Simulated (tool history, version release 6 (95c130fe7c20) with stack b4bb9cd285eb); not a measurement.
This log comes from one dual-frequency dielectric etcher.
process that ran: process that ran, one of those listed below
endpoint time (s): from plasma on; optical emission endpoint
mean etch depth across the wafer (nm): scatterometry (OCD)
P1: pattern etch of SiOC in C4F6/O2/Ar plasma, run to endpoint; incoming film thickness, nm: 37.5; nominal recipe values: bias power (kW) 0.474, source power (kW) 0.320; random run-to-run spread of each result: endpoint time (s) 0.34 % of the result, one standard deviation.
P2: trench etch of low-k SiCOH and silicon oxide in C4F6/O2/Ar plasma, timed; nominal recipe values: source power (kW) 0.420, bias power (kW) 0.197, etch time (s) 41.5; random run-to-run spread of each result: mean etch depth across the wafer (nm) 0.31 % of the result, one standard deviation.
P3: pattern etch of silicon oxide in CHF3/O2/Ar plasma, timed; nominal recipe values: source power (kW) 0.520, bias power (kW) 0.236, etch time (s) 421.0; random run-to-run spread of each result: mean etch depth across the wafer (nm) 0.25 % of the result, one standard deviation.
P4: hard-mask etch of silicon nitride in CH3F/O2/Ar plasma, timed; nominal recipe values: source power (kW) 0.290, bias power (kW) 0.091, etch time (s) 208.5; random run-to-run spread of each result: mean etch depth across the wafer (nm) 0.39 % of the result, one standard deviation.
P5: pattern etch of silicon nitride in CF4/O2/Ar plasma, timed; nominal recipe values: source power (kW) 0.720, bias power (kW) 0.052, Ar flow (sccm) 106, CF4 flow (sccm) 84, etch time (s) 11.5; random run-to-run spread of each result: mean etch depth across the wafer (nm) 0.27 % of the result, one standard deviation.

run     day  process that ran  bias power (kW)  source power (kW)  etch time (s)  Ar flow (sccm)  CF4 flow (sccm)  hours since the last wet clean  hours since the last bias power generator calibration  hours since the last source power generator calibration  endpoint time (s)  mean etch depth across the wafer (nm)
  1   0.646                P1            0.474              0.320                                                                           416.4                                                  424.7                                                    599.9             14.017
  2   1.204                P2            0.234              0.420           41.5                                                            429.8                                                  438.1                                                    613.3                                                   146.250
  3   1.617                P1            0.309              0.320                                                                           439.7                                                  448.0                                                    623.2             16.445
  4   2.308                P5            0.032              0.720           11.5             106               84                           456.3                                                  464.6                                                    639.8                                                    24.672
  5   2.942                P4            0.091              0.290          208.5                                                            471.5                                                  479.8                                                    655.0                                                   144.720
  6   3.321                P1            0.474              0.320                                                                           480.6                                                  488.9                                                    664.1             14.152
  7   3.725                P1            0.474              0.410                                                                           490.3                                                  498.6                                                    673.8             12.959
  8   4.038                P1            0.474              0.320                                                                           497.8                                                  506.1                                                    681.3             14.176
  9   4.417                P3            0.236              0.520          421.0                                                            506.9                                                  515.2                                                    690.4                                                   882.420
 10   5.012                P4            0.091              0.290          208.5                                                            521.2                                                  529.5                                                    704.7                                                   144.680
 11   5.446                P3            0.236              0.650          421.0                                                            531.6                                                  539.9                                                    715.1                                                   960.480
 12   6.108                P1            0.474              0.320                                                                           547.5                                                  555.8                                                    731.0             14.249
 13   6.662                P2            0.197              0.420           41.5                                                            560.8                                                  569.1                                                    744.3                                                   138.200
 14   7.000                P5            0.052              0.720           11.5             106               61                           568.9                                                  577.2                                                    752.4                                                    27.994
 15   7.471                P5            0.052              0.850           11.5             106               84                           580.2                                                  588.5                                                    763.7                                                    33.983
 16   8.067                P2            0.197              0.280           41.5                                                            594.5                                                  602.8                                                    778.0                                                   119.170
 17   8.375                P3            0.149              0.520          421.0                                                            601.9                                                  610.2                                                    785.4                                                   750.570
 18   9.000                P2            0.197              0.420           41.5                                                            616.9                                                  625.2                                                    800.4                                                   138.180
 19   9.325                P1            0.474              0.320                                                                           624.7                                                  633.0                                                    808.2             14.058
 20  10.029                P1            0.607              0.220                                                                           641.6                                                  649.9                                                    825.1             14.746
     10.058  -- source power generator calibrated
 21  10.608                P5            0.052              0.720           11.5             106               84                           655.5                                                  663.8                                                     13.2                                                    29.486
 22  11.254                P4            0.122              0.290          208.5                                                            671.0                                                  679.3                                                     28.7                                                   161.790
 23  11.746                P4            0.091              0.340          208.5                                                            682.8                                                  691.1                                                     40.5                                                   151.400
 24  12.421                P1            0.671              0.320                                                                           699.0                                                  707.3                                                     56.7             12.409
 25  12.988                P4            0.091              0.290          151.5                                                            712.6                                                  720.9                                                     70.3                                                   104.400
 26  13.542                P5            0.052              0.720           11.5             140               84                           725.9                                                  734.2                                                     83.6                                                    28.269
 27  14.212                P1            0.474              0.220                                                                           742.0                                                  750.3                                                     99.7             16.283
 28  14.829                P2            0.197              0.420           55.5                                                            756.8                                                  765.1                                                    114.5                                                   186.270
 29  15.196                P1            0.365              0.380                                                                           765.6                                                  773.9                                                    123.3             14.630
 30  15.712                P3            0.236              0.520          288.5                                                            778.0                                                  786.3                                                    135.7                                                   603.220
 31  16.346                P5            0.052              0.720           15.5             106               84                           793.2                                                  801.5                                                    150.9                                                    39.625
 32  16.938                P1            0.474              0.320                                                                           807.4                                                  815.7                                                    165.1             14.150
 33  17.488                P1            0.474              0.320                                                                           820.6                                                  828.9                                                    178.3             14.269
 34  18.033                P1            0.474              0.320                                                                           833.7                                                  842.0                                                    191.4             14.249
 35  18.529                P1            0.474              0.320                                                                           845.6                                                  853.9                                                    203.3             14.389
 36  19.142                P1            0.474              0.320                                                                           860.3                                                  868.6                                                    218.0             14.447
 37  19.692                P1            0.474              0.320                                                                           873.5                                                  881.8                                                    231.2             14.420
 38  20.292                P1            0.474              0.320                                                                           887.9                                                  896.2                                                    245.6             14.295
     20.300  -- wet clean of the chamber
 39  20.788                P1            0.474              0.320                                                                            11.8                                                  908.1                                                    257.5             14.367
 40  21.404                P1            0.474              0.320                                                                            26.6                                                  922.9                                                    272.3             14.323
 41  22.067                P1            0.474              0.320                                                                            42.5                                                  938.8                                                    288.2             14.354

Something has made what P1 gives creep away from where it was; the 2 causes below, each at its own stated size, fit the log equally well:
A: source power that arrives under what is set, % = 4.56
B: bias power that arrives under what is set, % = 4.5
The process output started creeping at around day 16.938.
Ruled out, with reasons:
chamber walls in a state that lowers the etch rate, %: serviced at day 20.300, after the change had begun; the process did not return to its earlier output

Consider the 4 single-wafer check runs listed below, results given as question marks: which one distinguishes between the causes by giving clearly different results for each?
check 1  22.729                P3            0.236              0.520          421.0                                                                                                                                                                                                                                          ?
check 2  22.729                P2            0.197              0.420           41.5                                                                                                                                                                                                                                          ?
check 3  22.729                P4            0.091              0.290          208.5                                                                                                                                                                                                                                          ?
check 4  22.729                P5            0.052              0.720           11.5             106               84                                                                                                                                                                                                         ?

Outcome of each check run for each possible cause:
  check                                 result     if A     if B
check 1  mean etch depth across the wafer (nm)  865.940  866.940
check 2  mean etch depth across the wafer (nm)  136.300  136.760
check 3  mean etch depth across the wafer (nm)  141.490  141.550
check 4  mean etch depth across the wafer (nm)   28.240   28.904
Per check, the gap between the least separated pair of causes, taken in the result that splits them most: check 1 0.12 %; check 2 0.34 %; check 3 0.04 %; check 4 2.32 %
Check 4 tells the causes apart: in the others they would give nearly the same result.

Here is what check 4 returned: mean etch depth across the wafer (nm) 28.275. Which cause is it?

The correct cause is A, namely: source power that arrives under what is set, %.
